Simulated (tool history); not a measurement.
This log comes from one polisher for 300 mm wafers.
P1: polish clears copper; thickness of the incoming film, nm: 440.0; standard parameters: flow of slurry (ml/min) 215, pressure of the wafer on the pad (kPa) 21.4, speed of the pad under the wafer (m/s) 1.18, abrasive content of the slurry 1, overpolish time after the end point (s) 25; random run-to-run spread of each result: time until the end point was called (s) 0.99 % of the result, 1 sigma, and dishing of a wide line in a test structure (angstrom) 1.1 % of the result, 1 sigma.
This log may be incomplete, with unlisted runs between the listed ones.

| run | hour | flow of slurry (ml/min) | pressure of the wafer on the pad (kPa) | speed of the pad under the wafer (m/s) | abrasive content of the slurry | overpolish time after the end point (s) | wafers polished on this pad | hours since the slurry nozzle was cleaned | hours since the head pressure was calibrated | hours since the slurry blender was calibrated | time until the end point was called (s) | dishing of a wide line in a test structure (angstrom) |
|---|---|---|---|---|---|---|---|---|---|---|---|---|
| 1 | 9.6 | 215 | 21.4 | 1.18 | 1 | 25 | 250 | 63.1 | 229.8 | 205.3 | 97.51 | 709.91 |
| 2 | 16.1 | 215 | 33.8 | 1.18 | 1 | 25 | 298 | 69.6 | 236.3 | 211.8 | 62.461 | 1035.6 |
| 3 | 24.1 | 295 | 21.4 | 1.18 | 1 | 25 | 358 | 77.6 | 244.3 | 219.8 | 94.346 | 729.66 |
| 4 | 32.7 | 215 | 21.4 | 1.18 | 1 | 43 | 422 | 86.2 | 252.9 | 228.4 | 98.792 | 1013.3 |
| 5 | 41.3 | 215 | 9.7 | 1.18 | 1 | 25 | 486 | 94.8 | 261.5 | 237 | 217.08 | 347.95 |
| 6 | 49.6 | 215 | 21.4 | 1.18 | 1.35 | 25 | 548 | 103.1 | 269.8 | 245.3 | 92.529 | 745.82 |
| 7 | 54.6 | 215 | 21.4 | 1.18 | 1 | 25 | 585 | 108.1 | 274.8 | 250.3 | 97.188 | 706.04 |
| 8 | 60.2 | 215 | 21.4 | 1.18 | 0.7 | 25 | 627 | 113.7 | 280.4 | 255.9 | 107.81 | 663.55 |
| 9 | 65.1 | 215 | 21.4 | 1.18 | 1 | 25 | 663 | 118.6 | 285.3 | 260.8 | 98.944 | 720.09 |
| 10 | 72.4 | 215 | 21.4 | 0.78 | 1 | 25 | 718 | 125.9 | 292.6 | 268.1 | 147.99 | 504.24 |
| 11 | 79.2 | 215 | 21.4 | 1.18 | 1 | 25 | 768 | 132.7 | 299.4 | 274.9 | 98.745 | 713.47 |
| 12 | 87.3 | 215 | 21.4 | 1.18 | 1 | 8 | 828 | 140.8 | 307.5 | 283 | 98.985 | 271.23 |
| 13 | 96.3 | 215 | 21.4 | 1.18 | 1 | 25 | 896 | 149.8 | 316.5 | 292 | 98.873 | 722.58 |
| 14 | 102.8 | 215 | 21.4 | 1.18 | 1 | 25 | 944 | 156.3 | 323 | 298.5 | 97.613 | 697.71 |
| 15 | 109.8 | 215 | 21.4 | 1.88 | 1 | 25 | 996 | 163.3 | 330 | 305.5 | 61.609 | 990.53 |
| 16 | 114.6 | 280 | 21.4 | 1.18 | 0.6 | 25 | 1032 | 168.1 | 334.8 | 310.3 | 105.97 | 681.66 |
| 17 | 123.9 | 130 | 21.4 | 1.18 | 1 | 25 | 1101 | 177.4 | 344.1 | 319.6 | 104.6 | 657.23 |
| 18 | 131.1 | 215 | 21.4 | 1.18 | 1 | 25 | 1155 | 184.6 | 351.3 | 326.8 | 98.58 | 722.39 |
| 19 | 140.6 | 215 | 21.4 | 1.18 | 1 | 25 | 1225 | 194.1 | 360.8 | 336.3 | 102.3 | 696.38 |
| 20 | 148.2 | 215 | 21.4 | 1.18 | 1 | 25 | 1282 | 201.7 | 368.4 | 343.9 | 104.22 | 686.81 |
|  | 151.8 | head pressure recalibrated |
|  | 152.9 | worn pad replaced by a new one |
| 21 | 154.9 | 215 | 21.4 | 1.18 | 1 | 25 | 15 | 208.4 | 3.2 | 350.6 | 102.18 | 682.21 |
| 22 | 163 | 215 | 21.4 | 1.18 | 1 | 25 | 75 | 216.5 | 11.3 | 358.7 | 105.44 | 675.52 |
| 23 | 167.3 | 215 | 21.4 | 1.18 | 1 | 25 | 107 | 220.8 | 15.6 | 363 | 105.95 | 679.02 |
| 24 | 173.5 | 215 | 21.4 | 1.18 | 1 | 25 | 153 | 227 | 21.8 | 369.2 | 106.17 | 676.94 |
| 25 | 178.5 | 215 | 21.4 | 1.18 | 1 | 25 | 190 | 232 | 26.8 | 374.2 | 106.34 | 673.71 |
| 26 | 186.9 | 215 | 21.4 | 1.18 | 1 | 25 | 253 | 240.4 | 35.2 | 382.6 | 104.14 | 667 |

P1 has crept away from where it was. The log is fitted equally well by each of these 2 causes, at the sizes shown:
A: abrasive missing from the slurry, % = 31.5
B: slurry flow missing at the pad, % = 39.6
The onset of the drift is placed at about hour 131.1.
Why every other cause is out:
removal rate lost through wear of the pad, %: serviced at hour 152.9, which brought nothing back
head's pressure below its setpoint, %: serviced at hour 151.8, which brought nothing back

Below are 4 check runs, each averaged over 5 wafers, with their results shown as question marks. Which of them would give clearly different results depending on which cause is behind the drift?
| check 1 | 195.3 | 215 | 21.4 | 1.18 | 0.7 | 42 |  |  |  |  | ? | ? |
| check 2 | 195.3 | 215 | 21.4 | 1.7 | 1.35 | 25 |  |  |  |  | ? | ? |
| check 3 | 195.3 | 145 | 12.4 | 1.18 | 1 | 25 |  |  |  |  | ? | ? |
| check 4 | 195.3 | 215 | 21.4 | 1.82 | 1 | 25 |  |  |  |  | ? | ? |

If the cause were each of the candidates in turn, the checks would give the following:
| check | result | if A | if B |
|---|---|---|---|
| check 1 | time until the end point was called (s) | 114.26 | 114.64 |
| check 1 | dishing of a wide line in a test structure (angstrom) | 927.81 | 925.72 |
| check 2 | time until the end point was called (s) | 69.378 | 69.164 |
| check 2 | dishing of a wide line in a test structure (angstrom) | 915.5 | 917.4 |
| check 3 | time until the end point was called (s) | 194.28 | 201.01 |
| check 3 | dishing of a wide line in a test structure (angstrom) | 393.06 | 381.95 |
| check 4 | time until the end point was called (s) | 68.985 | 68.974 |
| check 4 | dishing of a wide line in a test structure (angstrom) | 919 | 919.11 |
Per-check spread between the two closest causes, in the result where they differ most: check 1 0.34 %; check 2 0.31 %; check 3 3.4 %; check 4 0.02 %
Check 3 tells the causes apart: in the others they would give nearly the same result.

Check 3 has now been run. It gave: time until the end point was called (s) 200.26; dishing of a wide line in a test structure (angstrom) 380.3. Which of the candidate causes is it?

B is the cause: slurry flow missing at the pad, %.
